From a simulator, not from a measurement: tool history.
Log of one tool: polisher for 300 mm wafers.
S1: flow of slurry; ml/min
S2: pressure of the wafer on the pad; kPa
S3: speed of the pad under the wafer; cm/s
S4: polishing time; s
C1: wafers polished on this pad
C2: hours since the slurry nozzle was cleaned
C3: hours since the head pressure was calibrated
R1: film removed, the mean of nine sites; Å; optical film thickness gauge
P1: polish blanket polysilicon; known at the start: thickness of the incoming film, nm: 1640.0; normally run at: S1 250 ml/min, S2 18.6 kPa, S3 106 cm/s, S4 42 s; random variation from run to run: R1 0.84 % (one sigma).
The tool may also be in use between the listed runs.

Run 1, day 0.429: S1 250 ml/min, S2 18.6 kPa, S3 106 cm/s, S4 42 s; C1 427; C2 258.8; C3 212.7. Result: R1 4071.6 Å.
Run 2, day 0.871: S1 250 ml/min, S2 18.6 kPa, S3 106 cm/s, S4 66 s; C1 493; C2 269.4; C3 223.3. Result: R1 6366.5 Å.
Run 3, day 1.208: S1 365 ml/min, S2 18.6 kPa, S3 106 cm/s, S4 60 s; C1 543; C2 277.5; C3 231.4. Result: R1 6067.1 Å.
Run 4, day 1.554: S1 250 ml/min, S2 9.0 kPa, S3 106 cm/s, S4 42 s; C1 594; C2 285.8; C3 239.7. Result: R1 1951.0 Å.
Run 5, day 1.829: S1 250 ml/min, S2 18.6 kPa, S3 164 cm/s, S4 42 s; C1 635; C2 292.4; C3 246.3. Result: R1 6310.8 Å.
Run 6, day 2.058: S1 250 ml/min, S2 18.6 kPa, S3 48 cm/s, S4 42 s; C1 670; C2 297.9; C3 251.8. Result: R1 1837.7 Å.
Run 7, day 2.512: S1 250 ml/min, S2 18.6 kPa, S3 106 cm/s, S4 42 s; C1 737; C2 308.8; C3 262.7. Result: R1 4071.1 Å.
Run 8, day 3.000: S1 395 ml/min, S2 18.6 kPa, S3 106 cm/s, S4 42 s; C1 810; C2 320.5; C3 274.4. Result: R1 4257.3 Å.
Run 9, day 3.242: S1 365 ml/min, S2 10.3 kPa, S3 106 cm/s, S4 42 s; C1 846; C2 326.3; C3 280.2. Result: R1 2342.4 Å.
Run 10, day 3.492: S1 250 ml/min, S2 18.6 kPa, S3 106 cm/s, S4 42 s; C1 883; C2 332.3; C3 286.2. Result: R1 4102.3 Å.
Run 11, day 3.821: S1 250 ml/min, S2 18.6 kPa, S3 106 cm/s, S4 42 s; C1 932; C2 340.2; C3 294.1. Result: R1 4097.0 Å.
Run 12, day 4.092: S1 250 ml/min, S2 18.6 kPa, S3 106 cm/s, S4 19 s; C1 973; C2 346.7; C3 300.6. Result: R1 1834.9 Å.
Run 13, day 4.575: S1 250 ml/min, S2 18.6 kPa, S3 106 cm/s, S4 42 s; C1 1045; C2 358.3; C3 312.2. Result: R1 4105.6 Å.
Run 14, day 4.929: S1 250 ml/min, S2 18.6 kPa, S3 106 cm/s, S4 42 s; C1 1098; C2 366.8; C3 320.7. Result: R1 4085.0 Å.
Run 15, day 5.354: S1 250 ml/min, S2 23.4 kPa, S3 106 cm/s, S4 42 s; C1 1161; C2 377.0; C3 330.9. Result: R1 5063.5 Å.
Run 16, day 5.771: S1 250 ml/min, S2 22.8 kPa, S3 106 cm/s, S4 19 s; C1 1223; C2 387.0; C3 340.9. Result: R1 2303.2 Å.
Run 17, day 6.221: S1 150 ml/min, S2 18.6 kPa, S3 106 cm/s, S4 42 s; C1 1290; C2 397.8; C3 351.7. Result: R1 3811.8 Å.
Run 18, day 6.617: S1 250 ml/min, S2 18.6 kPa, S3 106 cm/s, S4 42 s; C1 1349; C2 407.3; C3 361.2. Result: R1 3996.1 Å.
Run 19, day 7.125: S1 250 ml/min, S2 18.6 kPa, S3 106 cm/s, S4 42 s; C1 1425; C2 419.5; C3 373.4. Result: R1 4041.2 Å.
Run 20, day 7.475: S1 250 ml/min, S2 18.6 kPa, S3 106 cm/s, S4 42 s; C1 1477; C2 427.9; C3 381.8. Result: R1 3960.5 Å.
Run 21, day 7.817: S1 250 ml/min, S2 18.6 kPa, S3 106 cm/s, S4 42 s; C1 1528; C2 436.1; C3 390.0. Result: R1 3930.5 Å.
Run 22, day 8.054: S1 250 ml/min, S2 18.6 kPa, S3 106 cm/s, S4 42 s; C1 1564; C2 441.8; C3 395.7. Result: R1 3889.3 Å.
Run 23, day 8.579: S1 250 ml/min, S2 18.6 kPa, S3 106 cm/s, S4 42 s; C1 1642; C2 454.4; C3 408.3. Result: R1 3970.3 Å.
Run 24, day 8.962: S1 250 ml/min, S2 18.6 kPa, S3 106 cm/s, S4 42 s; C1 1699; C2 463.6; C3 417.5. Result: R1 3897.1 Å.
Run 25, day 9.367: S1 250 ml/min, S2 18.6 kPa, S3 106 cm/s, S4 42 s; C1 1759; C2 473.3; C3 427.2. Result: R1 3963.7 Å.
At day 9.721: head pressure recalibrated.
Run 26, day 9.754: S1 250 ml/min, S2 18.6 kPa, S3 106 cm/s, S4 42 s; C1 1817; C2 482.6; C3 0.8. Result: R1 3941.9 Å.
Run 27, day 10.100: S1 250 ml/min, S2 18.6 kPa, S3 106 cm/s, S4 42 s; C1 1869; C2 490.9; C3 9.1. Result: R1 3900.9 Å.
Run 28, day 10.433: S1 250 ml/min, S2 18.6 kPa, S3 106 cm/s, S4 42 s; C1 1919; C2 498.9; C3 17.1. Result: R1 3895.6 Å.
Run 29, day 10.792: S1 250 ml/min, S2 18.6 kPa, S3 106 cm/s, S4 42 s; C1 1972; C2 507.5; C3 25.7. Result: R1 3891.2 Å.

What P1 gives has crept away from where it was. These 2 causes fit the log equally well, each at the size given:
A: removal rate lost through wear of the pad, % = 4.52
B: slurry flow missing at the pad, % = 30.3
The creep began at about day 6.617.
Why every other cause is out:
head's pressure below its setpoint, %: serviced at day 9.721, which brought nothing back

4 check runs are offered, each on 5 wafers whose results are averaged, their results left as question marks. Which one tells the causes apart?
Run check 1, day 11.150: S1 250 ml/min, S2 18.6 kPa, S3 152 cm/s, S4 42 s. Result: R1 ?.
Run check 2, day 11.150: S1 150 ml/min, S2 18.6 kPa, S3 146 cm/s, S4 42 s. Result: R1 ?.
Run check 3, day 11.150: S1 250 ml/min, S2 18.6 kPa, S3 60 cm/s, S4 66 s. Result: R1 ?.
Run check 4, day 11.150: S1 250 ml/min, S2 18.6 kPa, S3 156 cm/s, S4 20 s. Result: R1 ?.

What each check would give under each cause:
  check  result    if A    if B
check 1      R1  5584.1  5584.1
check 2      R1  4998.4  4861.0
check 3      R1  3463.8  3463.8
check 4      R1  2729.1  2729.1
How far apart the two closest causes lie, in the result that separates them most: check 1 0 %; check 2 2.79 %; check 3 0 %; check 4 0 %
Only check 2 tells the causes apart: in the others they would give nearly the same result.

Check 2 was then run and gave: R1 4838.8 Å. Which cause is it?

It is B: slurry flow missing at the pad, %.

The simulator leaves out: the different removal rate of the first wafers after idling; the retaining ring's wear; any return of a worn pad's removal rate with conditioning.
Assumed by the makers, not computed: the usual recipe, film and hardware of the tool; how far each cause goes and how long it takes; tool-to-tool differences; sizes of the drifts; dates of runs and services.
